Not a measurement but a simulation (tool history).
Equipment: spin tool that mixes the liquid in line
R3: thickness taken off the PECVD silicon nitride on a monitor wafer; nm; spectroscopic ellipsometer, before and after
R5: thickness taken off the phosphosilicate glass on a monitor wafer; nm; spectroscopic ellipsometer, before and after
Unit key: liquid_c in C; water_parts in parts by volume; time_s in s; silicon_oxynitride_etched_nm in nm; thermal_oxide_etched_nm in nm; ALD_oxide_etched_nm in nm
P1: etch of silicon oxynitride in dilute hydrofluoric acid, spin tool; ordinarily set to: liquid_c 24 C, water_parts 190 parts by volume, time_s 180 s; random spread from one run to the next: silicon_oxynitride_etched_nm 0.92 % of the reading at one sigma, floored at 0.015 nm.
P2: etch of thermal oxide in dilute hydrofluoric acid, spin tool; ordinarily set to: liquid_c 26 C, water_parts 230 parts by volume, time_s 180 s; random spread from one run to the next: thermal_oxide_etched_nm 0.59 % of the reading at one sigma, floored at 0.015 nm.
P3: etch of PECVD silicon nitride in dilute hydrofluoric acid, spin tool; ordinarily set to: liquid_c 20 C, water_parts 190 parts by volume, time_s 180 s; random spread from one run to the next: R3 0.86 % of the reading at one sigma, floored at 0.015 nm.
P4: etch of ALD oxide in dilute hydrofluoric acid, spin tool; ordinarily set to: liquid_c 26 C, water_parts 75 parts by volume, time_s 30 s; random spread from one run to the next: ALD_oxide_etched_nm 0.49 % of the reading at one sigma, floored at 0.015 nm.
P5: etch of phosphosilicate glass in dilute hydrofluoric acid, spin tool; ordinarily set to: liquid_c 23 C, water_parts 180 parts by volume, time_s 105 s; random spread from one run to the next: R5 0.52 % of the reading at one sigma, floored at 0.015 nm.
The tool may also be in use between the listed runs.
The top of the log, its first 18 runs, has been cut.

{"run": 19, "hour": 155.6, "process": "P3", "liquid_c": 20, "water_parts": 190, "time_s": 180, "R3": 2.3699}
{"run": 20, "hour": 165.6, "process": "P3", "liquid_c": 17, "water_parts": 190, "time_s": 180, "R3": 1.97}
{"run": 21, "hour": 175.0, "process": "P1", "liquid_c": 24, "water_parts": 190, "time_s": 15, "silicon_oxynitride_etched_nm": 0.26243}
{"run": 22, "hour": 185.8, "process": "P1", "liquid_c": 24, "water_parts": 190, "time_s": 180, "silicon_oxynitride_etched_nm": 2.891}
{"run": 23, "hour": 192.7, "process": "P3", "liquid_c": 20, "water_parts": 190, "time_s": 180, "R3": 2.3863}
{"run": 24, "hour": 198.8, "process": "P4", "liquid_c": 26, "water_parts": 75, "time_s": 30, "ALD_oxide_etched_nm": 6.9426}
{"run": 25, "hour": 206.9, "process": "P5", "liquid_c": 17, "water_parts": 180, "time_s": 105, "R5": 30.682}
{"hour": 207.8, "done": "hydrofluoric acid flow meter replaced"}
{"run": 26, "hour": 215.2, "process": "P2", "liquid_c": 26, "water_parts": 35, "time_s": 180, "thermal_oxide_etched_nm": 29.897}
{"run": 27, "hour": 224.3, "process": "P1", "liquid_c": 24, "water_parts": 190, "time_s": 180, "silicon_oxynitride_etched_nm": 2.8748}
{"run": 28, "hour": 229.7, "process": "P1", "liquid_c": 18, "water_parts": 190, "time_s": 180, "silicon_oxynitride_etched_nm": 2.1664}
{"run": 29, "hour": 240.2, "process": "P4", "liquid_c": 19, "water_parts": 75, "time_s": 30, "ALD_oxide_etched_nm": 5.1415}
{"run": 30, "hour": 246.3, "process": "P4", "liquid_c": 26, "water_parts": 75, "time_s": 45, "ALD_oxide_etched_nm": 10.264}
{"run": 31, "hour": 252.1, "process": "P5", "liquid_c": 23, "water_parts": 40, "time_s": 105, "R5": 205.04}
{"run": 32, "hour": 259.2, "process": "P1", "liquid_c": 24, "water_parts": 190, "time_s": 180, "silicon_oxynitride_etched_nm": 2.9037}

Estimate the outcome of run 33 from the log above:
{"run": 33, "hour": 267.5, "process": "P1", "liquid_c": 24, "water_parts": 190, "time_s": 180, "silicon_oxynitride_etched_nm": "?"}

For run 33 the tool returned silicon_oxynitride_etched_nm 2.8226 nm.
